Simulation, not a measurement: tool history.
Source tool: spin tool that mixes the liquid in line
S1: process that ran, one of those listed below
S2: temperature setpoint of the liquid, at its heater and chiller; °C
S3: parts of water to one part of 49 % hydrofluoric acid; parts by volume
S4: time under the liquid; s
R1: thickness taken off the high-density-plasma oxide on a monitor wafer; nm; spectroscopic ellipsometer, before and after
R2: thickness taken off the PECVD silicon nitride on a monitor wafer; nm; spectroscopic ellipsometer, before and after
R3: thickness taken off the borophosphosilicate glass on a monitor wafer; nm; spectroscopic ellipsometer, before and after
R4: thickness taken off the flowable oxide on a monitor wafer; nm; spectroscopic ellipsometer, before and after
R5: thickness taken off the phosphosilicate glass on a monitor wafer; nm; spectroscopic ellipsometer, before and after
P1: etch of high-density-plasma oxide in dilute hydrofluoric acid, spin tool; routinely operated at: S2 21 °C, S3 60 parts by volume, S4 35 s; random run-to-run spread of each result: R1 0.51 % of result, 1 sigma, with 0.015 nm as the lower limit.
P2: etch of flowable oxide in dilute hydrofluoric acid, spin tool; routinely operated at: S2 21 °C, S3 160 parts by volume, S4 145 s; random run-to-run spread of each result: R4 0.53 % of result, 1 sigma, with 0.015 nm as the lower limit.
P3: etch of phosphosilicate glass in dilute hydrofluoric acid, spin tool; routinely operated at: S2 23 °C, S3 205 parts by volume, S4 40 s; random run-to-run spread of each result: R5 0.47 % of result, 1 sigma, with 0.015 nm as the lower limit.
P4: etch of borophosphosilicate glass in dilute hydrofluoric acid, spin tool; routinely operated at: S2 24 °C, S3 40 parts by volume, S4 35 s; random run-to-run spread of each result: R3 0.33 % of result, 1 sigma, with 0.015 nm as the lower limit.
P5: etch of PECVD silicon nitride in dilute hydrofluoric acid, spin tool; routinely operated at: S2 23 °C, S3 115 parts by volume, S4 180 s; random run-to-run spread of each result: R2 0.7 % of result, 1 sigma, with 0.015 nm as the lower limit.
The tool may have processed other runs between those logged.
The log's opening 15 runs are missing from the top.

| run | day | S1 | S2 | S3 | S4 | R1 | R2 | R3 | R4 | R5 |
|---|---|---|---|---|---|---|---|---|---|---|
| 16 | 6.179 | P2 | 21 | 160 | 145 |  |  |  | 32.539 |  |
| 17 | 6.596 | P2 | 25 | 160 | 145 |  |  |  | 38.219 |  |
| 18 | 6.967 | P5 | 23 | 115 | 180 |  | 2.8462 |  |  |  |
| 19 | 7.196 | P1 | 21 | 60 | 20 | 3.4446 |  |  |  |  |
| 20 | 7.488 | P4 | 24 | 40 | 35 |  |  | 33.948 |  |  |
| 21 | 7.825 | P1 | 21 | 20 | 35 | 19.034 |  |  |  |  |
| 22 | 8.15 | P4 | 24 | 40 | 35 |  |  | 34.005 |  |  |
| 23 | 8.471 | P2 | 21 | 160 | 15 |  |  |  | 3.3875 |  |
| 24 | 8.929 | P3 | 23 | 75 | 40 |  |  |  |  | 52.18 |
| 25 | 9.188 | P3 | 23 | 205 | 75 |  |  |  |  | 30.823 |
| 26 | 9.658 | P1 | 28.5 | 60 | 35 | 8.1431 |  |  |  |  |
| 27 | 9.958 | P4 | 17 | 40 | 35 |  |  | 25.144 |  |  |
| 28 | 10.375 | P5 | 17 | 115 | 180 |  | 1.876 |  |  |  |
| 29 | 10.833 | P1 | 21 | 60 | 35 | 5.9966 |  |  |  |  |
| 30 | 11.229 | P3 | 19 | 205 | 40 |  |  |  |  | 14.211 |
| 31 | 11.588 | P4 | 24 | 40 | 15 |  |  | 14.576 |  |  |
| 32 | 12.058 | P1 | 21 | 60 | 35 | 6.063 |  |  |  |  |
| 33 | 12.438 | P1 | 21 | 60 | 35 | 5.9092 |  |  |  |  |
| 34 | 12.717 | P1 | 21 | 60 | 35 | 5.7855 |  |  |  |  |

Run 35 is up next; what results do you expect?
| 35 | 12.992 | P1 | 21 | 60 | 35 | ? |  |  |  |  |

Run 35 produced R1 5.7793 nm.
